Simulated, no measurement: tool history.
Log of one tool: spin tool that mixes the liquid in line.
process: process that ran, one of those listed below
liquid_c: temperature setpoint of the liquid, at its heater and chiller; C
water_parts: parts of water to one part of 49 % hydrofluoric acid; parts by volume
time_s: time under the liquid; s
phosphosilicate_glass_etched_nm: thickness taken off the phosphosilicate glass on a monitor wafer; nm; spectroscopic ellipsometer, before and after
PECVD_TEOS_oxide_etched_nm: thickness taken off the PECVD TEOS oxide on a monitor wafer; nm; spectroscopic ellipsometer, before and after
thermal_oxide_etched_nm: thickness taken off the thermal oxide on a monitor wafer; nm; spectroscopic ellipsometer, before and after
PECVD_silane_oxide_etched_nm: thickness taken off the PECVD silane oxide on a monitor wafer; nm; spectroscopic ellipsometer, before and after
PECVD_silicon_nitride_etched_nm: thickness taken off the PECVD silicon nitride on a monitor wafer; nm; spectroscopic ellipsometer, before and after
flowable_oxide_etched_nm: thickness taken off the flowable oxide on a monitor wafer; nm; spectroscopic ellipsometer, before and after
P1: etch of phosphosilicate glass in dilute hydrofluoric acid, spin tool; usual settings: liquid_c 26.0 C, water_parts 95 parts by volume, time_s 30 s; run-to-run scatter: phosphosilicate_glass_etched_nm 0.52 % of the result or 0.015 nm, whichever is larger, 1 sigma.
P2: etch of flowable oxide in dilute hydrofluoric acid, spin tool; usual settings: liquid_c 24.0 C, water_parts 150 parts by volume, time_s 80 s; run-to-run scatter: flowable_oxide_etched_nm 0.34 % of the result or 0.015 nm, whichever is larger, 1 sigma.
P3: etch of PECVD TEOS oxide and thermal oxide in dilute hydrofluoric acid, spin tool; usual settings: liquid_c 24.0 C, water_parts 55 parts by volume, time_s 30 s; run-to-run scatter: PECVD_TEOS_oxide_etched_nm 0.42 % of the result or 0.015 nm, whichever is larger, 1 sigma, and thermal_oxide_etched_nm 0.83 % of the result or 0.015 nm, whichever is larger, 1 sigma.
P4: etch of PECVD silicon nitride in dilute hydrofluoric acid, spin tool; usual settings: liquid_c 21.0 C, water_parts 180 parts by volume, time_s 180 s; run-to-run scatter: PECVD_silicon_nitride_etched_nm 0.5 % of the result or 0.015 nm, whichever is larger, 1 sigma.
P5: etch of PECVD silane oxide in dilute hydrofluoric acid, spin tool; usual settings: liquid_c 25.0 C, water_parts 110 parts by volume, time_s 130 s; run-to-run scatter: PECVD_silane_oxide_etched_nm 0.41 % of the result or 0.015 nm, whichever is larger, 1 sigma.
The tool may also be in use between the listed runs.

run   hour  process  liquid_c  water_parts  time_s  phosphosilicate_glass_etched_nm  PECVD_TEOS_oxide_etched_nm  thermal_oxide_etched_nm  PECVD_silane_oxide_etched_nm  PECVD_silicon_nitride_etched_nm  flowable_oxide_etched_nm
  1   14.5       P1      26.0           95      30                           66.305
  2   21.7       P1      26.0           95      60                          132.020
  3   31.3       P1      26.0           95      30                           65.726
  4   45.3       P1      26.0           50      15                           67.006
  5   59.6       P3      24.0           55      30                                                       15.574                   2.7672
  6   66.6       P3      24.0           55      45                                                       23.370                   4.1133
  7   74.7       P1      26.0           20      30                          348.380
  8   89.0       P5      25.0           20     130                                                                                                             250.540
  9   98.4       P4      21.0          330     180                                                                                                                                               2.5896
 10  105.2       P4      21.0          180      65                                                                                                                                               1.7000
 11  112.9       P2      24.0          150      80                                                                                                                                                                         13.943
 12  124.7       P1      26.0           95      15                           33.015
 13  137.7       P3      24.0           20      30                                                       45.167                   8.0154
 14  145.5       P1      26.0           95      30                           66.667
 15  159.3       P5      33.5          110     130                                                                                                              56.014
 16  174.0       P1      20.0           95      30                           52.496
 17  183.1       P1      26.0          165      30                           34.972
 18  198.0       P2      24.0           50      80                                                                                                                                                                         47.432
 19  213.4       P1      31.5           95      30                           80.911
     213.7  -- thermometer replaced
 20  229.0       P4      29.0          180     180                                                                                                                                               7.8236
 21  238.7       P2      24.0          150     135                                                                                                                                                                         23.465
 22  250.4       P3      29.5           55      30                                                       19.451                   3.3770
 23  266.0       P4      21.0          180     180                                                                                                                                               4.7366
 24  278.9       P5      25.0          110      70                                                                                                              21.616
 25  291.4       P1      26.0           95      30                           65.715
 26  298.8       P2      24.0          150      80                                                                                                                                                                         13.915
 27  308.2       P1      26.0           30      15                          113.700
 28  321.2       P1      26.0           95      30                           66.080
 29  328.0       P1      20.5           95      45                           79.907
 30  341.9       P5      25.0          110     130                                                                                                              40.471
 31  352.7       P4      21.0          180     180                                                                                                                                               4.7297
 32  366.9       P2      19.0          150      80                                                                                                                                                                         11.445
 33  378.8       P1      26.0           95      30                           66.877
 34  388.8       P1      26.0           95      30                           64.318
 35  399.9       P1      26.0           95      30                           62.979
 36  407.6       P1      26.0           95      30                           62.500
 37  418.7       P1      26.0           95      30                           61.911
 38  426.9       P1      26.0           95      30                           61.554
 39  437.3       P1      26.0           95      30                           61.953
 40  451.4       P1      26.0           95      30                           61.579

What P1 gives has crept away from where it was. These 2 causes fit the log equally well, each at the size given:
A: liquid colder than its thermometer reads (K) = 1.78
B: hydrofluoric acid flow below the setpoint (%) = 6.01
The creep began at about hour 378.8.

4 check runs are offered, one wafer each, their results left as question marks. Which one tells the causes apart?
check 1  465.5       P3      24.0           55      30                                                            ?                        ?
check 2  465.5       P2      24.0          150      80                                                                                                                                                                              ?
check 3  465.5       P5      25.0          110     130                                                                                                                   ?
check 4  465.5       P4      21.0          180     180                                                                                                                                                    ?

What each check would give under each cause:
  check                           result    if A    if B
check 1       PECVD_TEOS_oxide_etched_nm  14.443  14.541
check 1          thermal_oxide_etched_nm  2.5465  2.5639
check 2         flowable_oxide_etched_nm  12.975  12.920
check 3     PECVD_silane_oxide_etched_nm  37.769  37.744
check 4  PECVD_silicon_nitride_etched_nm  4.2097  4.4565
How far apart the two closest causes lie, in the result that separates them most: check 1 0.68 %; check 2 0.42 %; check 3 0.07 %; check 4 5.7 %
Only check 4 tells the causes apart: in the others they would give nearly the same result.

Then check 4 was run and gave: PECVD_silicon_nitride_etched_nm 4.4461 nm. Which cause is it?

It is B: hydrofluoric acid flow below the setpoint (%).
